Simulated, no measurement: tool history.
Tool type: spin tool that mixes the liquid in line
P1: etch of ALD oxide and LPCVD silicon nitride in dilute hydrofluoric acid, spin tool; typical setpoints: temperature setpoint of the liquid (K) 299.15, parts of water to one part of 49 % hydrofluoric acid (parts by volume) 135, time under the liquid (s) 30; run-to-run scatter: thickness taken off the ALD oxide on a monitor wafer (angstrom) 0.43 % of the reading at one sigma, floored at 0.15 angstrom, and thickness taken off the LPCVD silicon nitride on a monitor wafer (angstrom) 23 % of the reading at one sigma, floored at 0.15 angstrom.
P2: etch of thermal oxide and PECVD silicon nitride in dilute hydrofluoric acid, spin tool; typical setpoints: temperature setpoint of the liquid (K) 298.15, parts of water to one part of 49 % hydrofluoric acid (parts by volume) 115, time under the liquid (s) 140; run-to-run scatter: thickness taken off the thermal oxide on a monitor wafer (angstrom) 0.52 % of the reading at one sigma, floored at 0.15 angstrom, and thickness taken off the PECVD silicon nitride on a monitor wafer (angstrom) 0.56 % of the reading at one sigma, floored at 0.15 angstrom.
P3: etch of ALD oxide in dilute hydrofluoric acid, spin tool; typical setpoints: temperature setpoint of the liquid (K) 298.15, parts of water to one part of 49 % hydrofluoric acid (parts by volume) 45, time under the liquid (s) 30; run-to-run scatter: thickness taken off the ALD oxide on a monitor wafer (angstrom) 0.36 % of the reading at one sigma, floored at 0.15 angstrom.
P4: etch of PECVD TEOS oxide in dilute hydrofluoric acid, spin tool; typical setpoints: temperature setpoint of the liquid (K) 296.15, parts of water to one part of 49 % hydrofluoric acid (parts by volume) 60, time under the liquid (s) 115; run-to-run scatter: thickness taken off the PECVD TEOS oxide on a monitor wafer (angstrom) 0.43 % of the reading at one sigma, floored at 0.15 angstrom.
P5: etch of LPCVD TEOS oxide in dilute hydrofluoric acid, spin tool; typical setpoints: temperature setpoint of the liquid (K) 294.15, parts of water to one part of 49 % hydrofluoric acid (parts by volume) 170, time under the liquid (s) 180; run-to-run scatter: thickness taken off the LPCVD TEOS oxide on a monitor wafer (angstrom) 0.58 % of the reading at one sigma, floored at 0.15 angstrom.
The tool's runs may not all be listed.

| run | hour | process that ran | temperature setpoint of the liquid (K) | parts of water to one part of 49 % hydrofluoric acid (parts by volume) | time under the liquid (s) | hours since the thermometer was replaced | hours since the hydrofluoric acid flow meter was replaced | thickness taken off the ALD oxide on a monitor wafer (angstrom) | thickness taken off the LPCVD silicon nitride on a monitor wafer (angstrom) | thickness taken off the thermal oxide on a monitor wafer (angstrom) | thickness taken off the PECVD silicon nitride on a monitor wafer (angstrom) | thickness taken off the PECVD TEOS oxide on a monitor wafer (angstrom) | thickness taken off the LPCVD TEOS oxide on a monitor wafer (angstrom) |
|---|---|---|---|---|---|---|---|---|---|---|---|---|---|
| 1 | 5.5 | P1 | 299.15 | 135 | 30 | 272.7 | 116.1 | 64.816 | 0.88976 |  |  |  |  |
| 2 | 12.4 | P2 | 291.15 | 115 | 140 | 279.6 | 123.0 |  |  | 43.317 | 31.315 |  |  |
| 3 | 21.2 | P1 | 299.15 | 135 | 30 | 288.4 | 131.8 | 64.050 | 1.17330 |  |  |  |  |
| 4 | 26.0 | P2 | 298.15 | 160 | 140 | 293.2 | 136.6 |  |  | 38.447 | 35.710 |  |  |
| 5 | 34.5 | P1 | 305.15 | 135 | 30 | 301.7 | 145.1 | 80.743 | 1.58540 |  |  |  |  |
| 6 | 40.3 | P4 | 304.65 | 60 | 115 | 307.5 | 150.9 |  |  |  |  | 387.050 |  |
| 7 | 47.6 | P1 | 295.65 | 80 | 30 | 314.8 | 158.2 | 100.640 | 1.35260 |  |  |  |  |
| 8 | 52.1 | P4 | 296.15 | 85 | 115 | 319.3 | 162.7 |  |  |  |  | 188.230 |  |
| 9 | 56.2 | P2 | 298.15 | 115 | 140 | 323.4 | 166.8 |  |  | 57.556 | 49.430 |  |  |
| 10 | 62.1 | P1 | 293.65 | 135 | 30 | 329.3 | 172.7 | 51.695 | 0.94415 |  |  |  |  |
| 11 | 70.1 | P5 | 294.15 | 170 | 345 | 337.3 | 180.7 |  |  |  |  |  | 284.780 |
| 12 | 76.0 | P3 | 293.15 | 45 | 30 | 343.2 | 186.6 | 107.730 |  |  |  |  |  |
| 13 | 80.3 | P4 | 296.15 | 60 | 20 | 347.5 | 190.9 |  |  |  |  | 48.084 |  |
| 14 | 88.5 | P4 | 296.15 | 60 | 115 | 355.7 | 199.1 |  |  |  |  | 276.050 |  |
| 15 | 94.6 | P2 | 298.15 | 115 | 275 | 361.8 | 205.2 |  |  | 112.750 | 97.130 |  |  |
| 16 | 100.4 | P3 | 298.15 | 75 | 30 | 367.6 | 211.0 | 77.030 |  |  |  |  |  |
| 17 | 109.3 | P4 | 296.15 | 60 | 115 | 376.5 | 219.9 |  |  |  |  | 273.810 |  |
| 18 | 113.4 | P1 | 299.15 | 240 | 30 | 380.6 | 224.0 | 32.038 | 0.68134 |  |  |  |  |
| 19 | 122.3 | P5 | 294.15 | 170 | 180 | 389.5 | 232.9 |  |  |  |  |  | 147.260 |
| 20 | 131.6 | P3 | 298.15 | 45 | 15 | 398.8 | 242.2 | 65.846 |  |  |  |  |  |
| 21 | 139.5 | P5 | 302.15 | 170 | 180 | 406.7 | 250.1 |  |  |  |  |  | 200.050 |
| 22 | 146.9 | P3 | 298.15 | 45 | 30 | 414.1 | 257.5 | 131.420 |  |  |  |  |  |
| 23 | 151.6 | P5 | 294.15 | 295 | 180 | 418.8 | 262.2 |  |  |  |  |  | 75.529 |
| 24 | 157.2 | P1 | 299.15 | 135 | 50 | 424.4 | 267.8 | 106.760 | 2.19440 |  |  |  |  |
| 25 | 165.8 | P1 | 299.15 | 135 | 30 | 433.0 | 276.4 | 64.159 | 1.32450 |  |  |  |  |
| 26 | 175.0 | P1 | 299.15 | 30 | 30 | 442.2 | 285.6 | 330.300 | 3.36250 |  |  |  |  |
| 27 | 183.4 | P1 | 299.15 | 135 | 30 | 450.6 | 294.0 | 64.344 | 1.44830 |  |  |  |  |
| 28 | 187.6 | P1 | 299.15 | 135 | 15 | 454.8 | 298.2 | 32.268 | 0.30405 |  |  |  |  |
| 29 | 192.2 | P1 | 299.15 | 135 | 30 | 459.4 | 302.8 | 64.141 | 1.12990 |  |  |  |  |
| 30 | 198.2 | P3 | 298.15 | 45 | 30 | 465.4 | 308.8 | 132.540 |  |  |  |  |  |
| 31 | 204.3 | P5 | 294.15 | 170 | 180 | 471.5 | 314.9 |  |  |  |  |  | 147.790 |
| 32 | 213.1 | P1 | 299.15 | 135 | 30 | 480.3 | 323.7 | 63.855 | 0.55186 |  |  |  |  |
| 33 | 217.6 | P1 | 299.15 | 135 | 30 | 484.8 | 328.2 | 65.532 | 0.83018 |  |  |  |  |
| 34 | 226.6 | P1 | 299.15 | 135 | 30 | 493.8 | 337.2 | 66.944 | 1.53670 |  |  |  |  |
| 35 | 230.9 | P1 | 299.15 | 135 | 30 | 498.1 | 341.5 | 67.315 | 1.56970 |  |  |  |  |
| 36 | 236.4 | P1 | 299.15 | 135 | 30 | 503.6 | 347.0 | 68.272 | 1.18850 |  |  |  |  |
| 37 | 241.7 | P1 | 299.15 | 135 | 30 | 508.9 | 352.3 | 67.760 | 1.55810 |  |  |  |  |
| 38 | 247.5 | P1 | 299.15 | 135 | 30 | 514.7 | 358.1 | 68.273 | 1.38910 |  |  |  |  |
| 39 | 255.3 | P1 | 299.15 | 135 | 30 | 522.5 | 365.9 | 68.756 | 1.35950 |  |  |  |  |
| 40 | 260.2 | P1 | 299.15 | 135 | 30 | 527.4 | 370.8 | 68.630 | 1.20770 |  |  |  |  |
| 41 | 266.3 | P1 | 299.15 | 135 | 30 | 533.5 | 376.9 | 68.184 | 1.22030 |  |  |  |  |
| 42 | 272.9 | P1 | 299.15 | 135 | 30 | 540.1 | 383.5 | 68.265 | 0.54271 |  |  |  |  |

P1 has crept away from where it was. The log is fitted equally well by each of these 2 causes, at the sizes shown:
A: liquid hotter than its thermometer reads (K) = 1.78
B: hydrofluoric acid flow above the setpoint (%) = 5.91
Onset of the creep was near hour 213.1.

The check runs listed below each take one wafer, and their results are still question marks. Under which run would the listed causes lead to clearly different results?
| check 1 | 279.5 | P4 | 300.15 | 60 | 45 |  |  |  |  |  |  | ? |  |
| check 2 | 279.5 | P5 | 300.15 | 170 | 180 |  |  |  |  |  |  |  | ? |
| check 3 | 279.5 | P3 | 298.15 | 65 | 30 |  |  | ? |  |  |  |  |  |
| check 4 | 279.5 | P2 | 298.15 | 115 | 275 |  |  |  |  | ? | ? |  |  |

Outcome of each check run for each possible cause:
| check | result | if A | if B |
|---|---|---|---|
| check 1 | thickness taken off the PECVD TEOS oxide on a monitor wafer (angstrom) | 136.050 | 134.940 |
| check 2 | thickness taken off the LPCVD TEOS oxide on a monitor wafer (angstrom) | 199.420 | 200.300 |
| check 3 | thickness taken off the ALD oxide on a monitor wafer (angstrom) | 95.893 | 95.037 |
| check 4 | thickness taken off the thermal oxide on a monitor wafer (angstrom) | 120.660 | 120.280 |
| check 4 | thickness taken off the PECVD silicon nitride on a monitor wafer (angstrom) | 109.580 | 103.430 |
Smallest distance between any two causes, each pair judged by its most separating result, in per cent: check 1 0.82 %; check 2 0.44 %; check 3 0.9 %; check 4 5.78 %
Check 4 is the one run that separates the causes; every other check would come out nearly the same whichever cause is at work.

Check 4 was then run and gave: thickness taken off the thermal oxide on a monitor wafer (angstrom) 121.280; thickness taken off the PECVD silicon nitride on a monitor wafer (angstrom) 108.560. Which cause is it?

The cause is A: liquid hotter than its thermometer reads (K).
